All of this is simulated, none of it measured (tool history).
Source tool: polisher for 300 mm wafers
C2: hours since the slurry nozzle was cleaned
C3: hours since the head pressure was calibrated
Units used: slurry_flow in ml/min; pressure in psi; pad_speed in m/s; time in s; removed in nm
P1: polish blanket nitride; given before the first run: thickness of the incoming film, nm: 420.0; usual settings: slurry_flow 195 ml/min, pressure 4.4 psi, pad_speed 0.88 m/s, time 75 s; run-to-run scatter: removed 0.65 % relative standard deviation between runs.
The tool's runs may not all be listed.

{"run": 1, "hour": 5.8, "slurry_flow": 195, "pressure": 4.4, "pad_speed": 0.88, "time": 75, "wafers polished on this pad": 843, "C2": 312.1, "C3": 443.8, "removed": 152.89}
{"run": 2, "hour": 9.2, "slurry_flow": 195, "pressure": 4.4, "pad_speed": 1.28, "time": 75, "wafers polished on this pad": 892, "C2": 315.5, "C3": 447.2, "removed": 209.61}
{"hour": 12.1, "done": "worn pad replaced by a new one"}
{"run": 3, "hour": 14.0, "slurry_flow": 195, "pressure": 6.3, "pad_speed": 0.88, "time": 75, "wafers polished on this pad": 26, "C2": 320.3, "C3": 452, "removed": 221.27}
{"hour": 15.5, "done": "slurry nozzle cleaned"}
{"run": 4, "hour": 18.6, "slurry_flow": 195, "pressure": 4.4, "pad_speed": 0.88, "time": 75, "wafers polished on this pad": 92, "C2": 3.1, "C3": 456.6, "removed": 155.59}
{"run": 5, "hour": 25.2, "slurry_flow": 195, "pressure": 2, "pad_speed": 0.88, "time": 75, "wafers polished on this pad": 185, "C2": 9.7, "C3": 463.2, "removed": 70.754}
{"run": 6, "hour": 28.6, "slurry_flow": 195, "pressure": 4.4, "pad_speed": 0.88, "time": 34, "wafers polished on this pad": 234, "C2": 13.1, "C3": 466.6, "removed": 70.527}
{"run": 7, "hour": 33.8, "slurry_flow": 195, "pressure": 4.4, "pad_speed": 0.88, "time": 75, "wafers polished on this pad": 307, "C2": 18.3, "C3": 471.8, "removed": 153.96}
{"run": 8, "hour": 40.2, "slurry_flow": 115, "pressure": 4.4, "pad_speed": 0.88, "time": 75, "wafers polished on this pad": 398, "C2": 24.7, "C3": 478.2, "removed": 142.55}
{"run": 9, "hour": 45.2, "slurry_flow": 245, "pressure": 4.4, "pad_speed": 0.88, "time": 75, "wafers polished on this pad": 469, "C2": 29.7, "C3": 483.2, "removed": 157.31}
{"run": 10, "hour": 50.4, "slurry_flow": 195, "pressure": 4.4, "pad_speed": 0.88, "time": 102, "wafers polished on this pad": 543, "C2": 34.9, "C3": 488.4, "removed": 211.5}
{"run": 11, "hour": 53.8, "slurry_flow": 195, "pressure": 4.4, "pad_speed": 0.88, "time": 75, "wafers polished on this pad": 591, "C2": 38.3, "C3": 491.8, "removed": 155.53}
{"run": 12, "hour": 58.2, "slurry_flow": 195, "pressure": 4.4, "pad_speed": 0.88, "time": 75, "wafers polished on this pad": 653, "C2": 42.7, "C3": 496.2, "removed": 152.98}
{"run": 13, "hour": 63.7, "slurry_flow": 300, "pressure": 4.4, "pad_speed": 1.1, "time": 75, "wafers polished on this pad": 731, "C2": 48.2, "C3": 501.7, "removed": 196.16}
{"run": 14, "hour": 69.3, "slurry_flow": 195, "pressure": 4.4, "pad_speed": 0.54, "time": 75, "wafers polished on this pad": 811, "C2": 53.8, "C3": 507.3, "removed": 105.8}
{"run": 15, "hour": 74.4, "slurry_flow": 195, "pressure": 4.4, "pad_speed": 0.88, "time": 75, "wafers polished on this pad": 883, "C2": 58.9, "C3": 512.4, "removed": 155.2}
{"run": 16, "hour": 79.7, "slurry_flow": 195, "pressure": 4.4, "pad_speed": 0.88, "time": 75, "wafers polished on this pad": 958, "C2": 64.2, "C3": 517.7, "removed": 151.47}
{"run": 17, "hour": 82.7, "slurry_flow": 195, "pressure": 4.4, "pad_speed": 0.88, "time": 75, "wafers polished on this pad": 1001, "C2": 67.2, "C3": 520.7, "removed": 151.25}
{"run": 18, "hour": 86.6, "slurry_flow": 195, "pressure": 4.4, "pad_speed": 0.88, "time": 75, "wafers polished on this pad": 1056, "C2": 71.1, "C3": 524.6, "removed": 150.21}
{"run": 19, "hour": 90.0, "slurry_flow": 195, "pressure": 4.4, "pad_speed": 0.88, "time": 75, "wafers polished on this pad": 1104, "C2": 74.5, "C3": 528, "removed": 147.61}
{"run": 20, "hour": 93.2, "slurry_flow": 195, "pressure": 4.4, "pad_speed": 0.88, "time": 75, "wafers polished on this pad": 1150, "C2": 77.7, "C3": 531.2, "removed": 148.52}
{"hour": 95.2, "done": "worn pad replaced by a new one"}
{"run": 21, "hour": 96.3, "slurry_flow": 195, "pressure": 4.4, "pad_speed": 0.88, "time": 75, "wafers polished on this pad": 16, "C2": 80.8, "C3": 534.3, "removed": 146.69}
{"run": 22, "hour": 102.2, "slurry_flow": 195, "pressure": 4.4, "pad_speed": 0.88, "time": 75, "wafers polished on this pad": 100, "C2": 86.7, "C3": 540.2, "removed": 147.41}
{"run": 23, "hour": 108.7, "slurry_flow": 195, "pressure": 4.4, "pad_speed": 0.88, "time": 75, "wafers polished on this pad": 192, "C2": 93.2, "C3": 546.7, "removed": 146.3}
{"run": 24, "hour": 112.0, "slurry_flow": 195, "pressure": 4.4, "pad_speed": 0.88, "time": 75, "wafers polished on this pad": 239, "C2": 96.5, "C3": 550, "removed": 145.46}
{"run": 25, "hour": 116.0, "slurry_flow": 195, "pressure": 4.4, "pad_speed": 0.88, "time": 75, "wafers polished on this pad": 296, "C2": 100.5, "C3": 554, "removed": 145.27}

The log shows P1 creeping away from where it was. Any of the 2 causes listed here, at the size stated for it, fits the log just as well as the others:
A: head's pressure below its setpoint, % = 5.42
B: slurry flow missing at the pad, % = 29.4
The drift started at roughly hour 74.4.
Why every other cause is out:
removal rate lost through wear of the pad, %: serviced at hour 95.2, which brought nothing back

Which of the check runs below tells the causes apart, meaning the causes would give it clearly different results? Each run uses 3 wafers whose results are averaged, and each result is shown as a question mark.
{"run": "check 1", "hour": 120.0, "slurry_flow": 195, "pressure": 5.4, "pad_speed": 0.88, "time": 45, "removed": "?"}
{"run": "check 2", "hour": 120.0, "slurry_flow": 195, "pressure": 4.4, "pad_speed": 1.1, "time": 75, "removed": "?"}
{"run": "check 3", "hour": 120.0, "slurry_flow": 195, "pressure": 5.4, "pad_speed": 0.88, "time": 75, "removed": "?"}
{"run": "check 4", "hour": 120.0, "slurry_flow": 120, "pressure": 4.4, "pad_speed": 0.88, "time": 90, "removed": "?"}

If the cause were each of the candidates in turn, the checks would give the following:
check=check_1 result=removed if_A=108.02 if_B=108
check=check_2 result=removed if_A=175.36 if_B=175.33
check=check_3 result=removed if_A=180.03 if_B=180
check=check_4 result=removed if_A=161.95 if_B=156.99
Distance between the nearest two causes, measured in the result of the check that separates them most: check 1 0.02 %; check 2 0.02 %; check 3 0.02 %; check 4 3.11 %
Check 4 distinguishes between the causes, while the remaining checks would return nearly the same result for all of them.

Check 4 was then run and gave: removed 161.81 nm. Which cause is it?

It was cause A: head's pressure below its setpoint, %.
